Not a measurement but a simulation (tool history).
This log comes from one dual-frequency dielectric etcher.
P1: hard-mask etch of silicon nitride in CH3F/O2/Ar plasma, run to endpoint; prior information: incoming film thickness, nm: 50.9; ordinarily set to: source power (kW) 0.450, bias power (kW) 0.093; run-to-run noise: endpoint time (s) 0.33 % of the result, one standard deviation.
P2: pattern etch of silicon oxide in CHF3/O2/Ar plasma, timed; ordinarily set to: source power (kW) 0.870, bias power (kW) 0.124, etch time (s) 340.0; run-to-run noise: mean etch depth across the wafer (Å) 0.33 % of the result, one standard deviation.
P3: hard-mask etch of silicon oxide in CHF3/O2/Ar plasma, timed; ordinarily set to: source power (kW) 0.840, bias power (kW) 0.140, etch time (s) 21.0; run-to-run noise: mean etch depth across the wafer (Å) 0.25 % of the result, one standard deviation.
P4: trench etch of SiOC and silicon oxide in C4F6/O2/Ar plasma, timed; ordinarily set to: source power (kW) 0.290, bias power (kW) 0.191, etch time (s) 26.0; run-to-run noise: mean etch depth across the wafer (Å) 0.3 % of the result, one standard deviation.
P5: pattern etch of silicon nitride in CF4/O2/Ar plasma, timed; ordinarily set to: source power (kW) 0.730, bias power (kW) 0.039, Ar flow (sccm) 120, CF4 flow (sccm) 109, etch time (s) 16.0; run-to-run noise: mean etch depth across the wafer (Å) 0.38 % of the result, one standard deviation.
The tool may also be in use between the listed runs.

run	hour	process that ran	source power (kW)	bias power (kW)	etch time (s)	Ar flow (sccm)	CF4 flow (sccm)	hours since the last wet clean	hours since the last source power generator calibration	hours since the last bias power generator calibration	endpoint time (s)	mean etch depth across the wafer (Å)
1	5.8	P1	0.450	0.093				176.3	1214.9	686.8	66.773	
2	11.2	P2	0.870	0.101	340.0			181.7	1220.3	692.2		6410.60
3	21.5	P1	0.450	0.068				192.0	1230.6	702.5	74.397	
4	30.5	P1	0.600	0.093				201.0	1239.6	711.5	59.853	
5	40.6	P2	0.870	0.124	340.0			211.1	1249.7	721.6		6833.00
6	49.0	P5	0.730	0.039	16.0	85	109	219.5	1258.1	730.0		410.30
7	58.6	P1	0.450	0.119				229.1	1267.7	739.6	60.902	
8	65.1	P3	0.840	0.140	11.5			235.6	1274.2	746.1		234.77
9	72.4	P3	1.150	0.140	21.0			242.9	1281.5	753.4		485.81
10	82.2	P1	0.450	0.093				252.7	1291.3	763.2	66.570	
11	87.5	P3	0.840	0.140	21.0			258.0	1296.6	768.5		427.62
12	95.9	P5	0.730	0.031	16.0	120	109	266.4	1305.0	776.9		363.51
13	102.3	P4	0.410	0.191	26.0			272.8	1311.4	783.3		534.49
14	111.8	P1	0.270	0.093				282.3	1320.9	792.8	80.644	
15	122.5	P1	0.450	0.093				293.0	1331.6	803.5	66.712	
16	128.8	P5	0.730	0.039	16.0	120	66	299.3	1337.9	809.8		359.95
17	138.4	P1	0.300	0.126				308.9	1347.5	819.4	69.360	
18	148.6	P4	0.290	0.191	15.5			319.1	1357.7	829.6		279.78
19	154.6	P1	0.450	0.093				325.1	1363.7	835.6	66.493	
20	163.2	P1	0.450	0.093				333.7	1372.3	844.2	66.535	
21	171.5	P4	0.290	0.191	26.0			342.0	1380.6	852.5		466.23
22	176.7	P2	0.870	0.124	340.0			347.2	1385.8	857.7		6804.20
23	184.4	P5	0.900	0.039	16.0	120	109	354.9	1393.5	865.4		472.14
24	194.0	P2	0.870	0.124	191.5			364.5	1403.1	875.0		3849.80
25	200.7	P1	0.550	0.125				371.2	1409.8	881.7	55.537	
26	211.7	P4	0.290	0.258	26.0			382.2	1420.8	892.7		519.33
27	220.4	P2	1.120	0.124	340.0			390.9	1429.5	901.4		7493.10
# hour 222.8: bias power generator calibrated
28	230.5	P5	0.730	0.039	16.0	120	109	401.0	1439.6	7.7		390.89
# hour 238.0: wet clean of the chamber
29	239.8	P4	0.290	0.191	26.0			1.9	1448.9	17.0		468.82
30	247.7	P3	0.840	0.140	21.0			9.8	1456.8	24.9		430.47
31	255.4	P5	0.730	0.039	16.0	120	109	17.5	1464.5	32.6		390.17
32	265.1	P3	0.840	0.189	21.0			27.2	1474.2	42.3		473.38
33	273.2	P5	0.730	0.039	21.0	120	109	35.3	1482.3	50.4		511.98
34	282.2	P1	0.450	0.093				44.3	1491.3	59.4	66.903	
35	288.7	P1	0.450	0.093				50.8	1497.8	65.9	67.110	
36	297.2	P1	0.450	0.093				59.3	1506.3	74.4	67.712	
37	302.5	P1	0.450	0.093				64.6	1511.6	79.7	67.670	
38	312.2	P1	0.450	0.093				74.3	1521.3	89.4	67.623	
39	318.8	P1	0.450	0.093				80.9	1527.9	96.0	68.306	
40	327.4	P1	0.450	0.093				89.5	1536.5	104.6	67.960	
# hour 336.7: wet clean of the chamber
41	338.2	P1	0.450	0.093				1.5	1547.3	115.4	68.191	
42	349.2	P1	0.450	0.093				12.5	1558.3	126.4	68.048	
43	356.8	P1	0.450	0.093				20.1	1565.9	134.0	68.126	

What P1 gives has crept away from where it was. These 2 causes fit the log equally well, each at the size given:
A: source power that arrives under what is set, % = 4.44
B: bias power that arrives under what is set, % = 4.64
The creep began at about hour 282.2.
Other possible causes, and why each is ruled out:
chamber walls in a state that lowers the etch rate, %: its service at hour 336.7 followed the start of the drift and did not put the process back to its old value

Which of the 4 check runs listed below, each an average over 2 wafers with its results shown as question marks, gives clearly different results under the different listed causes?
check 1	364.4	P3	1.130	0.140	14.0							?
check 2	364.4	P2	1.110	0.124	340.0							?
check 3	364.4	P4	0.290	0.235	26.0							?
check 4	364.4	P5	0.730	0.039	16.0	120	66					?

Expected result of each check under each candidate cause:
check	result	if A	if B
check 1	mean etch depth across the wafer (Å)	316.19	317.33
check 2	mean etch depth across the wafer (Å)	7379.50	7410.30
check 3	mean etch depth across the wafer (Å)	493.32	493.88
check 4	mean etch depth across the wafer (Å)	348.19	355.84
Gap, in per cent, between the two causes that each check separates least, read from the result that separates them most: check 1 0.36 %; check 2 0.42 %; check 3 0.11 %; check 4 2.17 %
Check 4 distinguishes between the causes, while the remaining checks would return nearly the same result for all of them.

After running check 4, the following was obtained: mean etch depth across the wafer (Å) 356.57. Which cause does this point to?

Of the candidate causes, it is B: bias power that arrives under what is set, %.
